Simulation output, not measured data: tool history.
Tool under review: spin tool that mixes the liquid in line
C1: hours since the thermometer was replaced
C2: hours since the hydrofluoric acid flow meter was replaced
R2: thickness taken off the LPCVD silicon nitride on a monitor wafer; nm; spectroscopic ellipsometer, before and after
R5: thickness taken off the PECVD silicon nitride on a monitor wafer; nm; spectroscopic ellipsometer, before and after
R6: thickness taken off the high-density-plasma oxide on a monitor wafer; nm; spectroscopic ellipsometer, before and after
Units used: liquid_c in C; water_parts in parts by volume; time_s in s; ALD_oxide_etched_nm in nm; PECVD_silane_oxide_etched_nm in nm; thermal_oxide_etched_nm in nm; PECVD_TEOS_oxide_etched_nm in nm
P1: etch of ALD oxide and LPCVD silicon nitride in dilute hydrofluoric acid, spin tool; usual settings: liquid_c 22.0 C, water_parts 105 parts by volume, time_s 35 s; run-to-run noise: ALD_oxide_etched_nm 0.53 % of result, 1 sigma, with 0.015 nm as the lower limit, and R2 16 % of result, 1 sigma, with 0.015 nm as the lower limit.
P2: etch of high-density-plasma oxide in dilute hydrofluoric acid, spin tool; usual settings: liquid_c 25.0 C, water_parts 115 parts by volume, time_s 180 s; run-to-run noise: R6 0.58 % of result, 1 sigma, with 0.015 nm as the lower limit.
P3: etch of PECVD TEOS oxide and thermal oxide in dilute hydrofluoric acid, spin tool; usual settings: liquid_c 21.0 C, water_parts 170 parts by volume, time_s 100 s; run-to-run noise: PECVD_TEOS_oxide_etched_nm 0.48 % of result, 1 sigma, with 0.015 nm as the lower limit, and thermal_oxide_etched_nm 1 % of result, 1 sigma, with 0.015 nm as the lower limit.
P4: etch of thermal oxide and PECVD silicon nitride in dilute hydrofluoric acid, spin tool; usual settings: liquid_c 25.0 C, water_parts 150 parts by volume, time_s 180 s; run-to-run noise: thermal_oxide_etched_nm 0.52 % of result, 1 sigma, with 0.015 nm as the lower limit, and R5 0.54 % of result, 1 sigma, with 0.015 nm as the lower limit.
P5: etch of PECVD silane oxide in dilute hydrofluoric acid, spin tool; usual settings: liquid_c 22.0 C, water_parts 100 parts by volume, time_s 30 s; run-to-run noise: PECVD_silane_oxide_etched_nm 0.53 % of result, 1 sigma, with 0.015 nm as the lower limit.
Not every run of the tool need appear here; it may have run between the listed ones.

{"run": 1, "hour": 7.3, "process": "P1", "liquid_c": 22.0, "water_parts": 105, "time_s": 35, "C1": 136.9, "C2": 365.4, "ALD_oxide_etched_nm": 5.7436, "R2": 0.14163}
{"run": 2, "hour": 14.2, "process": "P1", "liquid_c": 22.0, "water_parts": 105, "time_s": 15, "C1": 143.8, "C2": 372.3, "ALD_oxide_etched_nm": 2.4717, "R2": 0.054494}
{"run": 3, "hour": 19.0, "process": "P5", "liquid_c": 22.0, "water_parts": 100, "time_s": 60, "C1": 148.6, "C2": 377.1, "PECVD_silane_oxide_etched_nm": 10.969}
{"run": 4, "hour": 23.6, "process": "P4", "liquid_c": 25.0, "water_parts": 150, "time_s": 355, "C1": 153.2, "C2": 381.7, "thermal_oxide_etched_nm": 11.755, "R5": 9.2665}
{"run": 5, "hour": 30.9, "process": "P1", "liquid_c": 22.0, "water_parts": 105, "time_s": 35, "C1": 160.5, "C2": 389.0, "ALD_oxide_etched_nm": 5.7085, "R2": 0.17399}
{"run": 6, "hour": 38.3, "process": "P5", "liquid_c": 22.0, "water_parts": 100, "time_s": 30, "C1": 167.9, "C2": 396.4, "PECVD_silane_oxide_etched_nm": 5.5008}
{"run": 7, "hour": 44.2, "process": "P1", "liquid_c": 22.0, "water_parts": 105, "time_s": 35, "C1": 173.8, "C2": 402.3, "ALD_oxide_etched_nm": 5.7454, "R2": 0.12859}
{"run": 8, "hour": 48.2, "process": "P4", "liquid_c": 25.0, "water_parts": 150, "time_s": 180, "C1": 177.8, "C2": 406.3, "thermal_oxide_etched_nm": 5.9563, "R5": 4.7503}
{"run": 9, "hour": 54.2, "process": "P1", "liquid_c": 22.0, "water_parts": 105, "time_s": 55, "C1": 183.8, "C2": 412.3, "ALD_oxide_etched_nm": 9.0979, "R2": 0.2724}
{"run": 10, "hour": 62.0, "process": "P2", "liquid_c": 25.0, "water_parts": 115, "time_s": 65, "C1": 191.6, "C2": 420.1, "R6": 2.9507}
{"run": 11, "hour": 67.6, "process": "P2", "liquid_c": 31.5, "water_parts": 115, "time_s": 180, "C1": 197.2, "C2": 425.7, "R6": 10.525}
{"run": 12, "hour": 71.5, "process": "P4", "liquid_c": 19.5, "water_parts": 150, "time_s": 180, "C1": 201.1, "C2": 429.6, "thermal_oxide_etched_nm": 4.806, "R5": 3.3064}
{"run": 13, "hour": 78.8, "process": "P5", "liquid_c": 22.0, "water_parts": 40, "time_s": 30, "C1": 208.4, "C2": 436.9, "PECVD_silane_oxide_etched_nm": 14.64}
{"run": 14, "hour": 83.3, "process": "P5", "liquid_c": 22.0, "water_parts": 100, "time_s": 30, "C1": 212.9, "C2": 441.4, "PECVD_silane_oxide_etched_nm": 5.4565}
{"run": 15, "hour": 87.2, "process": "P1", "liquid_c": 17.0, "water_parts": 105, "time_s": 35, "C1": 216.8, "C2": 445.3, "ALD_oxide_etched_nm": 4.6786, "R2": 0.12658}
{"run": 16, "hour": 95.0, "process": "P3", "liquid_c": 17.0, "water_parts": 170, "time_s": 100, "C1": 224.6, "C2": 453.1, "thermal_oxide_etched_nm": 2.0703, "PECVD_TEOS_oxide_etched_nm": 6.0425}
{"run": 17, "hour": 99.0, "process": "P5", "liquid_c": 27.5, "water_parts": 100, "time_s": 30, "C1": 228.6, "C2": 457.1, "PECVD_silane_oxide_etched_nm": 6.7715}
{"run": 18, "hour": 102.6, "process": "P1", "liquid_c": 22.0, "water_parts": 105, "time_s": 35, "C1": 232.2, "C2": 460.7, "ALD_oxide_etched_nm": 5.7537, "R2": 0.14171}
{"run": 19, "hour": 107.5, "process": "P2", "liquid_c": 25.0, "water_parts": 50, "time_s": 180, "C1": 237.1, "C2": 465.6, "R6": 20.49}
{"run": 20, "hour": 113.7, "process": "P3", "liquid_c": 21.0, "water_parts": 170, "time_s": 100, "C1": 243.3, "C2": 471.8, "thermal_oxide_etched_nm": 2.3921, "PECVD_TEOS_oxide_etched_nm": 7.0677}
{"run": 21, "hour": 119.0, "process": "P1", "liquid_c": 22.0, "water_parts": 105, "time_s": 35, "C1": 248.6, "C2": 477.1, "ALD_oxide_etched_nm": 5.7872, "R2": 0.17844}
{"run": 22, "hour": 126.0, "process": "P1", "liquid_c": 29.0, "water_parts": 105, "time_s": 35, "C1": 255.6, "C2": 484.1, "ALD_oxide_etched_nm": 7.5034, "R2": 0.23345}
{"run": 23, "hour": 132.9, "process": "P3", "liquid_c": 21.0, "water_parts": 170, "time_s": 155, "C1": 262.5, "C2": 491.0, "thermal_oxide_etched_nm": 3.7913, "PECVD_TEOS_oxide_etched_nm": 10.972}
{"run": 24, "hour": 137.4, "process": "P2", "liquid_c": 25.0, "water_parts": 115, "time_s": 180, "C1": 267.0, "C2": 495.5, "R6": 8.2826}
{"run": 25, "hour": 142.7, "process": "P1", "liquid_c": 22.0, "water_parts": 55, "time_s": 35, "C1": 272.3, "C2": 500.8, "ALD_oxide_etched_nm": 11.702, "R2": 0.24965}
{"run": 26, "hour": 147.2, "process": "P1", "liquid_c": 17.5, "water_parts": 105, "time_s": 15, "C1": 276.8, "C2": 505.3, "ALD_oxide_etched_nm": 2.0101, "R2": 0.020732}
{"run": 27, "hour": 153.9, "process": "P4", "liquid_c": 25.0, "water_parts": 150, "time_s": 180, "C1": 283.5, "C2": 512.0, "thermal_oxide_etched_nm": 5.9337, "R5": 4.6754}
{"run": 28, "hour": 159.4, "process": "P3", "liquid_c": 21.0, "water_parts": 285, "time_s": 100, "C1": 289.0, "C2": 517.5, "thermal_oxide_etched_nm": 1.3298, "PECVD_TEOS_oxide_etched_nm": 3.7506}
{"run": 29, "hour": 163.4, "process": "P4", "liquid_c": 25.0, "water_parts": 30, "time_s": 180, "C1": 293.0, "C2": 521.5, "thermal_oxide_etched_nm": 34.681, "R5": 22.784}
{"run": 30, "hour": 168.6, "process": "P1", "liquid_c": 22.0, "water_parts": 155, "time_s": 35, "C1": 298.2, "C2": 526.7, "ALD_oxide_etched_nm": 3.6401, "R2": 0.066059}
{"run": 31, "hour": 172.2, "process": "P1", "liquid_c": 22.0, "water_parts": 105, "time_s": 35, "C1": 301.8, "C2": 530.3, "ALD_oxide_etched_nm": 5.7498, "R2": 0.20706}
{"run": 32, "hour": 179.8, "process": "P1", "liquid_c": 22.0, "water_parts": 105, "time_s": 35, "C1": 309.4, "C2": 537.9, "ALD_oxide_etched_nm": 5.9906, "R2": 0.18647}
{"run": 33, "hour": 186.5, "process": "P1", "liquid_c": 22.0, "water_parts": 105, "time_s": 35, "C1": 316.1, "C2": 544.6, "ALD_oxide_etched_nm": 5.9843, "R2": 0.15926}
{"run": 34, "hour": 194.0, "process": "P1", "liquid_c": 22.0, "water_parts": 105, "time_s": 35, "C1": 323.6, "C2": 552.1, "ALD_oxide_etched_nm": 6.0747, "R2": 0.16808}
{"run": 35, "hour": 199.1, "process": "P1", "liquid_c": 22.0, "water_parts": 105, "time_s": 35, "C1": 328.7, "C2": 557.2, "ALD_oxide_etched_nm": 6.0603, "R2": 0.15725}
{"run": 36, "hour": 202.9, "process": "P1", "liquid_c": 22.0, "water_parts": 105, "time_s": 35, "C1": 332.5, "C2": 561.0, "ALD_oxide_etched_nm": 6.1359, "R2": 0.19203}
{"run": 37, "hour": 208.0, "process": "P1", "liquid_c": 22.0, "water_parts": 105, "time_s": 35, "C1": 337.6, "C2": 566.1, "ALD_oxide_etched_nm": 6.1182, "R2": 0.14372}

The log shows P1 creeping away from where it was. Any of the 2 causes listed here, at the size stated for it, fits the log just as well as the others:
A: hydrofluoric acid flow above the setpoint (%) = 5.33
B: liquid hotter than its thermometer reads (K) = 1.46
Onset of the creep was near hour 172.2.

The list below offers 4 check runs, each averaging the results of 2 wafers, and shows each result as a question mark. For which of them would the listed causes give clearly different results?
{"run": "check 1", "hour": 213.1, "process": "P3", "liquid_c": 21.0, "water_parts": 170, "time_s": 100, "thermal_oxide_etched_nm": "?", "PECVD_TEOS_oxide_etched_nm": "?"}
{"run": "check 2", "hour": 213.1, "process": "P4", "liquid_c": 25.0, "water_parts": 150, "time_s": 180, "thermal_oxide_etched_nm": "?", "R5": "?"}
{"run": "check 3", "hour": 213.1, "process": "P5", "liquid_c": 22.0, "water_parts": 100, "time_s": 30, "PECVD_silane_oxide_etched_nm": "?"}
{"run": "check 4", "hour": 213.1, "process": "P2", "liquid_c": 25.0, "water_parts": 115, "time_s": 180, "R6": "?"}

How each check would come out, cause by cause:
check=check_1 result=thermal_oxide_etched_nm if_A=2.5680 if_B=2.5564
check=check_1 result=PECVD_TEOS_oxide_etched_nm if_A=7.4935 if_B=7.4597
check=check_2 result=thermal_oxide_etched_nm if_A=6.3221 if_B=6.2843
check=check_2 result=R5 if_A=4.9566 if_B=5.1651
check=check_3 result=PECVD_silane_oxide_etched_nm if_A=5.7687 if_B=5.7724
check=check_4 result=R6 if_A=8.7269 if_B=8.7022
Minimum pairwise separation of causes per check, each pair taken at its best-separating result: check 1 0.45 %; check 2 4.12 %; check 3 0.06 %; check 4 0.28 %
The other checks would show nearly matching results whichever cause is true, so check 2 is the only one that separates the causes.

Check 2 was carried out, with these results: thermal_oxide_etched_nm 6.3259 nm; R5 4.9715 nm. Which of the listed causes is responsible?

The cause is A: hydrofluoric acid flow above the setpoint (%).

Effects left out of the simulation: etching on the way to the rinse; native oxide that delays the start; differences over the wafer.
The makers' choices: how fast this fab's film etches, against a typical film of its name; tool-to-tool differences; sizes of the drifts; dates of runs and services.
